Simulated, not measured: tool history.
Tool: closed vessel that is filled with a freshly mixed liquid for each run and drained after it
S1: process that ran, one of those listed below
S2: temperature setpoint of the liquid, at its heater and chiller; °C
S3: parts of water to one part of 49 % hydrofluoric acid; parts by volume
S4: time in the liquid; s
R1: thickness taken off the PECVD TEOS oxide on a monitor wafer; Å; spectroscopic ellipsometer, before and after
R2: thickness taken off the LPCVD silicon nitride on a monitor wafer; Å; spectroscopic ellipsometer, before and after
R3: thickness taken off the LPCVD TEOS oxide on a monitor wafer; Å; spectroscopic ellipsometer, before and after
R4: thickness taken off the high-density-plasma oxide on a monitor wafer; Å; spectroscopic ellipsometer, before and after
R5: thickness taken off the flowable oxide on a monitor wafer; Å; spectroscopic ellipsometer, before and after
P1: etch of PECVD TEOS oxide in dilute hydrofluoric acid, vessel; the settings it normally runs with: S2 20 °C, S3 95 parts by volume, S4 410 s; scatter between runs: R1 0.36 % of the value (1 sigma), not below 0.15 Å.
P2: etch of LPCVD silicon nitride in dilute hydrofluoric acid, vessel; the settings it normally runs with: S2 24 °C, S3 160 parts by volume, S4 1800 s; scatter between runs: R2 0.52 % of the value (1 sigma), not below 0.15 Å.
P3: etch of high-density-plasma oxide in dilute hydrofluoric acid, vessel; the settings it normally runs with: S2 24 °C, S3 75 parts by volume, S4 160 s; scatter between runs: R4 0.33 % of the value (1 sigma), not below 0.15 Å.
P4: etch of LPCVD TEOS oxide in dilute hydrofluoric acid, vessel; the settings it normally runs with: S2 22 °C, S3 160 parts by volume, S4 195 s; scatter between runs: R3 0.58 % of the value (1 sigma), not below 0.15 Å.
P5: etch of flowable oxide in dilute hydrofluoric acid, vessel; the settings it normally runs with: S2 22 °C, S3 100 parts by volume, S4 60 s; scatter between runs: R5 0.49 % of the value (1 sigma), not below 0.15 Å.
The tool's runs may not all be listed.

| run | hour | S1 | S2 | S3 | S4 | R1 | R2 | R3 | R4 | R5 |
|---|---|---|---|---|---|---|---|---|---|---|
| 1 | 8.9 | P1 | 20 | 95 | 410 | 317.76 |  |  |  |  |
| 2 | 17.4 | P2 | 24 | 95 | 1800 |  | 94.899 |  |  |  |
| 3 | 31.6 | P1 | 27.5 | 95 | 680 | 703.92 |  |  |  |  |
| 4 | 46.2 | P1 | 20 | 95 | 410 | 315.88 |  |  |  |  |
| 5 | 56.1 | P4 | 22 | 160 | 30 |  |  | 91.162 |  |  |
| 6 | 65.4 | P4 | 22 | 40 | 195 |  |  | 2679.4 |  |  |
| 7 | 77.6 | P1 | 20 | 30 | 410 | 1084 |  |  |  |  |
| 8 | 88.6 | P3 | 24 | 20 | 160 |  |  |  | 773.19 |  |
| 9 | 100.8 | P3 | 17 | 75 | 160 |  |  |  | 143.37 |  |
| 10 | 115.9 | P2 | 24 | 160 | 3080 |  | 97.965 |  |  |  |
| 11 | 123.9 | P3 | 24 | 75 | 305 |  |  |  | 365.66 |  |
| 12 | 133.4 | P1 | 20 | 130 | 410 | 221.22 |  |  |  |  |
|  | 138.7 | thermometer replaced |
| 13 | 140.6 | P5 | 22 | 100 | 30 |  |  |  |  | 94.436 |
| 14 | 153.8 | P4 | 22 | 160 | 195 |  |  | 585.98 |  |  |
| 15 | 161.6 | P4 | 22 | 160 | 195 |  |  | 584.46 |  |  |
| 16 | 174.8 | P1 | 20 | 95 | 410 | 317.57 |  |  |  |  |
| 17 | 187.9 | P1 | 20 | 95 | 410 | 315.66 |  |  |  |  |
| 18 | 203 | P5 | 22 | 100 | 60 |  |  |  |  | 187.88 |
| 19 | 216.9 | P1 | 17 | 95 | 410 | 279.75 |  |  |  |  |
| 20 | 226.1 | P1 | 20 | 95 | 205 | 156.64 |  |  |  |  |
| 21 | 237.6 | P1 | 20 | 95 | 675 | 523.77 |  |  |  |  |
| 22 | 253 | P1 | 20 | 55 | 70 | 97.863 |  |  |  |  |
| 23 | 268 | P1 | 25.5 | 95 | 410 | 393.47 |  |  |  |  |
| 24 | 280.6 | P1 | 20 | 95 | 410 | 315.96 |  |  |  |  |
| 25 | 288.9 | P2 | 24 | 160 | 1800 |  | 57.175 |  |  |  |
| 26 | 301 | P2 | 20.5 | 160 | 1800 |  | 45.488 |  |  |  |
| 27 | 307.7 | P1 | 20 | 95 | 410 | 318.73 |  |  |  |  |
| 28 | 319.3 | P5 | 22 | 40 | 60 |  |  |  |  | 506.1 |
| 29 | 329.5 | P3 | 24 | 75 | 160 |  |  |  | 190.97 |  |
| 30 | 340 | P5 | 17 | 100 | 60 |  |  |  |  | 152.55 |
| 31 | 352.6 | P4 | 17 | 160 | 195 |  |  | 485 |  |  |
| 32 | 361.5 | P2 | 24 | 160 | 1800 |  | 56.663 |  |  |  |
| 33 | 372.5 | P1 | 20 | 95 | 410 | 313.36 |  |  |  |  |
| 34 | 386.8 | P1 | 20 | 95 | 410 | 307.19 |  |  |  |  |
| 35 | 400.1 | P1 | 20 | 95 | 410 | 304.51 |  |  |  |  |
| 36 | 411.7 | P1 | 20 | 95 | 410 | 299.86 |  |  |  |  |
| 37 | 426.2 | P1 | 20 | 95 | 410 | 297.45 |  |  |  |  |
| 38 | 436.2 | P1 | 20 | 95 | 410 | 297.6 |  |  |  |  |
| 39 | 448.4 | P1 | 20 | 95 | 410 | 295 |  |  |  |  |
| 40 | 457.9 | P1 | 20 | 95 | 410 | 294.91 |  |  |  |  |
| 41 | 472.4 | P1 | 20 | 95 | 410 | 294.87 |  |  |  |  |
| 42 | 487.5 | P1 | 20 | 95 | 410 | 294.52 |  |  |  |  |
| 43 | 496.3 | P1 | 20 | 95 | 410 | 295.5 |  |  |  |  |

P1 no longer gives what it gave before; its output has crept away from where it was. The following 2 causes, each at its listed size, fit the log equally well:
A: hydrofluoric acid flow below the setpoint (%) = 6.11
B: liquid colder than its thermometer reads (K) = 1.69
The process output started creeping at around hour 372.5.

Listed below are the offered check runs, one wafer per run, with question marks in place of results. For which of them would the causes give clearly different outcomes?
| check 1 | 505.1 | P4 | 22 | 160 | 195 |  |  | ? |  |  |
| check 2 | 505.1 | P2 | 24 | 160 | 1800 |  | ? |  |  |  |
| check 3 | 505.1 | P3 | 24 | 75 | 160 |  |  |  | ? |  |
| check 4 | 505.1 | P5 | 22 | 100 | 60 |  |  |  |  | ? |

How each check would come out, cause by cause:
| check | result | if A | if B |
|---|---|---|---|
| check 1 | R3 | 542.91 | 547.33 |
| check 2 | R2 | 53.579 | 51.118 |
| check 3 | R4 | 178.8 | 178.9 |
| check 4 | R5 | 175.06 | 175.4 |
Gap, in per cent, between the two causes that each check separates least, read from the result that separates them most: check 1 0.81 %; check 2 4.7 %; check 3 0.05 %; check 4 0.2 %
Only check 2 tells the causes apart: in the others they would give nearly the same result.

Here is what check 2 returned: R2 53.005 Å. Which cause is it?

It was cause A: hydrofluoric acid flow below the setpoint (%).
